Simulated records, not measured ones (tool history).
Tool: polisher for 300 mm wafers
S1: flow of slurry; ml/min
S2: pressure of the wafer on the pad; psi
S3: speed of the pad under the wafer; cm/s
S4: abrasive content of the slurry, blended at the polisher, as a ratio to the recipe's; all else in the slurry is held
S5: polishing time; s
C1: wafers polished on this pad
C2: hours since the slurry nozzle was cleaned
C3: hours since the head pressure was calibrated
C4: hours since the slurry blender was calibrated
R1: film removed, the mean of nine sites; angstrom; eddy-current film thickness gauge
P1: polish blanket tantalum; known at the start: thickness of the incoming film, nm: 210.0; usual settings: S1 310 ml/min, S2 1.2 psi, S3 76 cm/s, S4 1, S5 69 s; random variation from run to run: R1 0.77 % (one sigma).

run 1 hour=4 | S1=310 S2=1.2 S3=76 S4=1 S5=69 | C1=218 C2=227.7 C3=437.4 C4=104.5 | R1=521.56
run 2 hour=7.8 | S1=185 S2=1.2 S3=76 S4=1 S5=69 | C1=253 C2=231.5 C3=441.2 C4=108.3 | R1=491.57
run 3 hour=13.8 | S1=310 S2=1.2 S3=76 S4=1 S5=69 | C1=307 C2=237.5 C3=447.2 C4=114.3 | R1=521.97
run 4 hour=21.2 | S1=310 S2=0.9 S3=76 S4=1 S5=69 | C1=373 C2=244.9 C3=454.6 C4=121.7 | R1=393.34
run 5 hour=28.5 | S1=310 S2=1.2 S3=76 S4=1 S5=69 | C1=439 C2=252.2 C3=461.9 C4=129 | R1=515.32
run 6 hour=33.4 | S1=310 S2=1.2 S3=76 S4=1 S5=31 | C1=483 C2=257.1 C3=466.8 C4=133.9 | R1=234.99
run 7 hour=39.7 | S1=310 S2=1.2 S3=94 S4=1.25 S5=69 | C1=540 C2=263.4 C3=473.1 C4=140.2 | R1=668.04
run 8 hour=45.2 | S1=465 S2=0.7 S3=76 S4=1 S5=69 | C1=590 C2=268.9 C3=478.6 C4=145.7 | R1=313.86
run 9 hour=49.5 | S1=470 S2=1.2 S3=76 S4=1 S5=69 | C1=629 C2=273.2 C3=482.9 C4=150 | R1=536.36
-- hour=51.9 slurry blender recalibrated
run 10 hour=53.5 | S1=310 S2=1.2 S3=76 S4=1 S5=69 | C1=665 C2=277.2 C3=486.9 C4=1.7 | R1=516.92
run 11 hour=59.5 | S1=310 S2=1.2 S3=100 S4=1 S5=34 | C1=719 C2=283.2 C3=492.9 C4=7.7 | R1=335.5
run 12 hour=63.3 | S1=310 S2=1.8 S3=76 S4=1 S5=69 | C1=753 C2=287 C3=496.7 C4=11.5 | R1=773.87
run 13 hour=69.1 | S1=310 S2=1.2 S3=76 S4=1.45 S5=69 | C1=805 C2=292.8 C3=502.5 C4=17.3 | R1=570.72
run 14 hour=77.7 | S1=310 S2=1.2 S3=114 S4=1 S5=69 | C1=883 C2=301.4 C3=511.1 C4=25.9 | R1=772.78
run 15 hour=86.6 | S1=310 S2=1.2 S3=76 S4=1 S5=69 | C1=963 C2=310.3 C3=520 C4=34.8 | R1=517.74
run 16 hour=92.7 | S1=310 S2=1.2 S3=76 S4=0.55 S5=69 | C1=1018 C2=316.4 C3=526.1 C4=40.9 | R1=422.24
run 17 hour=97.3 | S1=310 S2=1.2 S3=56 S4=1 S5=69 | C1=1060 C2=321 C3=530.7 C4=45.5 | R1=382.77
run 18 hour=104.2 | S1=310 S2=1.2 S3=76 S4=1 S5=95 | C1=1122 C2=327.9 C3=537.6 C4=52.4 | R1=713.94
run 19 hour=108.4 | S1=310 S2=1.2 S3=76 S4=1 S5=69 | C1=1160 C2=332.1 C3=541.8 C4=56.6 | R1=518.01
run 20 hour=113.6 | S1=310 S2=1.2 S3=76 S4=1 S5=69 | C1=1207 C2=337.3 C3=547 C4=61.8 | R1=490.02
run 21 hour=118.5 | S1=310 S2=1.2 S3=76 S4=1 S5=69 | C1=1251 C2=342.2 C3=551.9 C4=66.7 | R1=482.57
run 22 hour=124.9 | S1=310 S2=1.2 S3=76 S4=1 S5=69 | C1=1309 C2=348.6 C3=558.3 C4=73.1 | R1=471.12
run 23 hour=129.7 | S1=310 S2=1.2 S3=76 S4=1 S5=69 | C1=1352 C2=353.4 C3=563.1 C4=77.9 | R1=462.18
run 24 hour=137.9 | S1=310 S2=1.2 S3=76 S4=1 S5=69 | C1=1426 C2=361.6 C3=571.3 C4=86.1 | R1=470.07
run 25 hour=142.2 | S1=310 S2=1.2 S3=76 S4=1 S5=69 | C1=1465 C2=365.9 C3=575.6 C4=90.4 | R1=464.67
-- hour=144.1 worn pad replaced by a new one
run 26 hour=150.2 | S1=310 S2=1.2 S3=76 S4=1 S5=69 | C1=55 C2=373.9 C3=583.6 C4=98.4 | R1=468.04
run 27 hour=156.7 | S1=310 S2=1.2 S3=76 S4=1 S5=69 | C1=114 C2=380.4 C3=590.1 C4=104.9 | R1=460.75

What P1 gives has crept away from where it was. These 2 causes fit the log equally well, each at the size given:
A: head's pressure below its setpoint, % = 11.5
B: abrasive missing from the slurry, % = 31.3
The creep began at about hour 108.4.
Why every other cause is out:
removal rate lost through wear of the pad, %: serviced at hour 144.1, which brought nothing back
slurry flow missing at the pad, %: at most 40, which would move R1 by -5.5 %: too little, or the wrong way

4 check runs are offered, each on 5 wafers whose results are averaged, their results left as question marks. Which one tells the causes apart?
run check 1 hour=163.2 | S1=310 S2=1.8 S3=76 S4=1 S5=69 | R1=?
run check 2 hour=163.2 | S1=435 S2=1.2 S3=76 S4=1 S5=42 | R1=?
run check 3 hour=163.2 | S1=185 S2=1.2 S3=76 S4=1 S5=33 | R1=?
run check 4 hour=163.2 | S1=310 S2=1.2 S3=76 S4=1.4 S5=69 | R1=?

What each check would give under each cause:
check=check_1 result=R1 if_A=688.26 if_B=688.12
check=check_2 result=R1 if_A=286.35 if_B=286.29
check=check_3 result=R1 if_A=207.16 if_B=207.12
check=check_4 result=R1 if_A=499.63 if_B=512.65
How far apart the two closest causes lie, in the result that separates them most: check 1 0.02 %; check 2 0.02 %; check 3 0.02 %; check 4 2.57 %
Check 4 tells the causes apart: in the others they would give nearly the same result.

Then check 4 was run and gave: R1 501.55 angstrom. Which cause is it?

It is A: head's pressure below its setpoint, %.

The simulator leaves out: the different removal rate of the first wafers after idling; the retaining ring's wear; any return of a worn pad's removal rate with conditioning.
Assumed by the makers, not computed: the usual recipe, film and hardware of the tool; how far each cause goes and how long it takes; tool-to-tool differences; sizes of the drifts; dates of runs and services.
